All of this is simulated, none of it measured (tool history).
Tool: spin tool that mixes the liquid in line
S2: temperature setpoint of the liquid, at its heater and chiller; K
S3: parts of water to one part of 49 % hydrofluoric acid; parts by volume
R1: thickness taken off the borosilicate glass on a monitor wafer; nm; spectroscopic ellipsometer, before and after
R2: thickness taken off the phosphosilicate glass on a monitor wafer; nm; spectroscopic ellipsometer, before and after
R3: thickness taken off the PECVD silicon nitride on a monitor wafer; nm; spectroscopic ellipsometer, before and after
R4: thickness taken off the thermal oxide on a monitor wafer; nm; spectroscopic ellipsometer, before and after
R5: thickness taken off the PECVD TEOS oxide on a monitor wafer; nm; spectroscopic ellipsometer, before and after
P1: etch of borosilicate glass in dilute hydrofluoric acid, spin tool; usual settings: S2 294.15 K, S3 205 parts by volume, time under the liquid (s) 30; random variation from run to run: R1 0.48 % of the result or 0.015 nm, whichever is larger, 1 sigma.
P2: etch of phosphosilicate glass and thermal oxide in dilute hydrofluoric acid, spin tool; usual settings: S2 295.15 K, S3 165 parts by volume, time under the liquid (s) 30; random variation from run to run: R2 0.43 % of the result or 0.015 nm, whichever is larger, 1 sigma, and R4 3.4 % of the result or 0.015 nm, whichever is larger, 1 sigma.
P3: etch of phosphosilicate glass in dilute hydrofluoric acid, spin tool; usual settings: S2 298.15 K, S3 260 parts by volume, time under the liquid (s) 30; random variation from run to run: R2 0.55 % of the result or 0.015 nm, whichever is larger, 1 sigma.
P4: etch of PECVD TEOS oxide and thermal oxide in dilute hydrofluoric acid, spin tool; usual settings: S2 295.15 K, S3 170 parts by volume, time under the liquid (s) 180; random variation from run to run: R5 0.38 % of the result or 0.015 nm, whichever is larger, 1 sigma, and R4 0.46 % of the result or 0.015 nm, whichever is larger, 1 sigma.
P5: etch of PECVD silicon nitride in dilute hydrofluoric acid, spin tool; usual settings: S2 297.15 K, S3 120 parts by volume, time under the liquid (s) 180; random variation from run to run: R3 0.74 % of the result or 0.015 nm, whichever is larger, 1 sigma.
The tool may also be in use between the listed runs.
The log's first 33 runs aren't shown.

Run 34, hour 298.1: process that ran P1, S2 294.15 K, S3 205 parts by volume, time under the liquid (s) 30. Result: R1 6.3909 nm.
Run 35, hour 306.5: process that ran P1, S2 294.15 K, S3 205 parts by volume, time under the liquid (s) 30. Result: R1 6.3019 nm.
Run 36, hour 318.4: process that ran P1, S2 294.15 K, S3 205 parts by volume, time under the liquid (s) 30. Result: R1 6.2160 nm.
Run 37, hour 328.9: process that ran P1, S2 294.15 K, S3 205 parts by volume, time under the liquid (s) 30. Result: R1 6.1298 nm.
Run 38, hour 338.5: process that ran P1, S2 294.15 K, S3 205 parts by volume, time under the liquid (s) 30. Result: R1 6.0998 nm.
Run 39, hour 350.1: process that ran P1, S2 294.15 K, S3 205 parts by volume, time under the liquid (s) 30. Result: R1 6.0871 nm.
Run 40, hour 358.2: process that ran P1, S2 294.15 K, S3 205 parts by volume, time under the liquid (s) 30. Result: R1 6.0767 nm.
Run 41, hour 364.4: process that ran P1, S2 294.15 K, S3 205 parts by volume, time under the liquid (s) 30. Result: R1 6.0068 nm.

Forecast run 42:
Run 42, hour 371.3: process that ran P1, S2 294.15 K, S3 205 parts by volume, time under the liquid (s) 30. Result: R1 ?.

R1: 6.0857 nm
